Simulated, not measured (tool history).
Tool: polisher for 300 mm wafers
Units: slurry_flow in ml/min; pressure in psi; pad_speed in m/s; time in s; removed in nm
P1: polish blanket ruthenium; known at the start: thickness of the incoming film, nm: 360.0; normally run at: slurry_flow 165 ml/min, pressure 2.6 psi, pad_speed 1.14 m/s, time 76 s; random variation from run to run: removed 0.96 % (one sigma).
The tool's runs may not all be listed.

run   hour  slurry_flow  pressure  pad_speed  time  wafers polished on this pad  hours since the slurry nozzle was cleaned  hours since the head pressure was calibrated  removed
  1   14.3          165       2.6       1.14    76                          650                                      412.6                                         117.1  123.400
  2   20.9          165       2.6       1.14    76                          717                                      419.2                                         123.7  126.140
  3   34.2          165       1.6       1.14    76                          852                                      432.5                                         137.0   77.574
  4   45.5          100       2.6       1.14    76                          967                                      443.8                                         148.3  116.080
  5   55.9          165       2.6       0.70    76                         1072                                      454.2                                         158.7   77.600
  6   63.4          165       2.6       1.14    41                         1149                                      461.7                                         166.2   68.900
  7   73.2          165       3.7       1.14    76                         1248                                      471.5                                         176.0  180.790
  8   81.3          165       2.6       1.62    76                         1330                                      479.6                                         184.1  179.880
  9   89.6          165       2.6       1.14   115                         1414                                      487.9                                         192.4  191.070
 10  102.9          165       2.6       1.14    76                         1549                                      501.2                                         205.7  124.770
 11  109.9          165       2.6       1.14    76                         1620                                      508.2                                         212.7  125.540
     113.0  -- slurry nozzle cleaned
 12  118.4          210       1.8       1.14    76                         1707                                        5.5                                         221.2   89.929
 13  132.7          165       2.6       1.14    76                         1852                                       19.8                                         235.5  123.820
 14  139.9          165       3.5       0.58    76                         1925                                       27.0                                         242.7   87.847
 15  152.4          210       2.6       1.14    76                         2052                                       39.5                                         255.2  128.370
 16  162.5          165       2.6       1.14    76                         2154                                       49.6                                         265.3  125.870
 17  175.1          165       2.6       1.14    76                         2282                                       62.2                                         277.9  121.950
 18  189.1          165       2.6       1.14    76                         2424                                       76.2                                         291.9  120.520

Forecast run 19:
 19  199.1          165       2.6       1.14    76                         2526                                       86.2                                         301.9        ?

Run 19 gave removed 119.870 nm.
